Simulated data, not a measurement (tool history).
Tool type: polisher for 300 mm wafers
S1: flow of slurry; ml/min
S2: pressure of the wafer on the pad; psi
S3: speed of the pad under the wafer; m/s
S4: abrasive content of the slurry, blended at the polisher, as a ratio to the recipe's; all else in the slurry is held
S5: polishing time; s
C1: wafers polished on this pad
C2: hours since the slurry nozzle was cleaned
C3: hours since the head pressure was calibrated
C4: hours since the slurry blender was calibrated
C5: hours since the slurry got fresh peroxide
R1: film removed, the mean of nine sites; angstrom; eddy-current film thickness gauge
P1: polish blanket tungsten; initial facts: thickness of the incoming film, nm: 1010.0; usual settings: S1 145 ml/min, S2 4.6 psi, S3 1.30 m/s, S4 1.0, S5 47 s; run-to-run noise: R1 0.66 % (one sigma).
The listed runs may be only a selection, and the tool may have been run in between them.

{"run": 1, "hour": 8.7, "S1": 145, "S2": 4.6, "S3": 1.3, "S4": 1.0, "S5": 47, "C1": 756, "C2": 531.6, "C3": 128.5, "C4": 94.3, "C5": 93.9, "R1": 3642.6}
{"run": 2, "hour": 15.8, "S1": 145, "S2": 4.6, "S3": 1.84, "S4": 1.0, "S5": 60, "C1": 841, "C2": 538.7, "C3": 135.6, "C4": 101.4, "C5": 101.0, "R1": 6601.4}
{"run": 3, "hour": 22.6, "S1": 95, "S2": 4.6, "S3": 1.3, "S4": 1.0, "S5": 47, "C1": 922, "C2": 545.5, "C3": 142.4, "C4": 108.2, "C5": 107.8, "R1": 3336.4}
{"run": 4, "hour": 33.9, "S1": 145, "S2": 2.1, "S3": 1.3, "S4": 1.0, "S5": 47, "C1": 1058, "C2": 556.8, "C3": 153.7, "C4": 119.5, "C5": 119.1, "R1": 1674.1}
{"run": 5, "hour": 44.5, "S1": 230, "S2": 4.6, "S3": 1.3, "S4": 1.0, "S5": 47, "C1": 1185, "C2": 567.4, "C3": 164.3, "C4": 130.1, "C5": 129.7, "R1": 3865.5}
{"run": 6, "hour": 51.6, "S1": 145, "S2": 4.6, "S3": 1.3, "S4": 1.0, "S5": 47, "C1": 1269, "C2": 574.5, "C3": 171.4, "C4": 137.2, "C5": 136.8, "R1": 3639.6}
{"run": 7, "hour": 58.8, "S1": 145, "S2": 4.6, "S3": 1.3, "S4": 1.0, "S5": 71, "C1": 1356, "C2": 581.7, "C3": 178.6, "C4": 144.4, "C5": 144.0, "R1": 5444.3}
{"run": 8, "hour": 67.8, "S1": 85, "S2": 4.6, "S3": 1.3, "S4": 1.0, "S5": 30, "C1": 1463, "C2": 590.7, "C3": 187.6, "C4": 153.4, "C5": 153.0, "R1": 2047.7}
{"run": 9, "hour": 78.5, "S1": 145, "S2": 4.6, "S3": 1.3, "S4": 1.0, "S5": 47, "C1": 1591, "C2": 601.4, "C3": 198.3, "C4": 164.1, "C5": 163.7, "R1": 3635.6}
{"run": 10, "hour": 89.2, "S1": 145, "S2": 4.6, "S3": 1.3, "S4": 1.0, "S5": 47, "C1": 1719, "C2": 612.1, "C3": 209.0, "C4": 174.8, "C5": 174.4, "R1": 3658.1}
{"hour": 94.8, "done": "worn pad replaced by a new one"}
{"run": 11, "hour": 100.5, "S1": 145, "S2": 4.6, "S3": 1.3, "S4": 1.5, "S5": 47, "C1": 68, "C2": 623.4, "C3": 220.3, "C4": 186.1, "C5": 185.7, "R1": 4059.3}
{"run": 12, "hour": 106.2, "S1": 145, "S2": 4.6, "S3": 2.0, "S4": 1.0, "S5": 47, "C1": 136, "C2": 629.1, "C3": 226.0, "C4": 191.8, "C5": 191.4, "R1": 5593.0}
{"run": 13, "hour": 116.3, "S1": 145, "S2": 4.6, "S3": 1.3, "S4": 1.0, "S5": 47, "C1": 257, "C2": 639.2, "C3": 236.1, "C4": 201.9, "C5": 201.5, "R1": 3633.5}
{"run": 14, "hour": 125.4, "S1": 145, "S2": 6.7, "S3": 1.3, "S4": 1.0, "S5": 47, "C1": 366, "C2": 648.3, "C3": 245.2, "C4": 211.0, "C5": 210.6, "R1": 5241.9}
{"run": 15, "hour": 136.8, "S1": 145, "S2": 4.6, "S3": 1.3, "S4": 1.0, "S5": 31, "C1": 502, "C2": 659.7, "C3": 256.6, "C4": 222.4, "C5": 222.0, "R1": 2371.3}
{"run": 16, "hour": 142.4, "S1": 145, "S2": 4.6, "S3": 1.3, "S4": 1.0, "S5": 47, "C1": 569, "C2": 665.3, "C3": 262.2, "C4": 228.0, "C5": 227.6, "R1": 3613.6}
{"run": 17, "hour": 149.0, "S1": 145, "S2": 4.6, "S3": 1.3, "S4": 0.5, "S5": 47, "C1": 648, "C2": 671.9, "C3": 268.8, "C4": 234.6, "C5": 234.2, "R1": 3093.7}

Run 18 comes next. What will it give?
{"run": 18, "hour": 158.9, "S1": 145, "S2": 4.6, "S3": 0.58, "S4": 1.0, "S5": 47, "C1": 767, "C2": 681.8, "C3": 278.7, "C4": 244.5, "C5": 244.1, "R1": "?"}

For run 18 the tool returned R1 1608.3 angstrom.
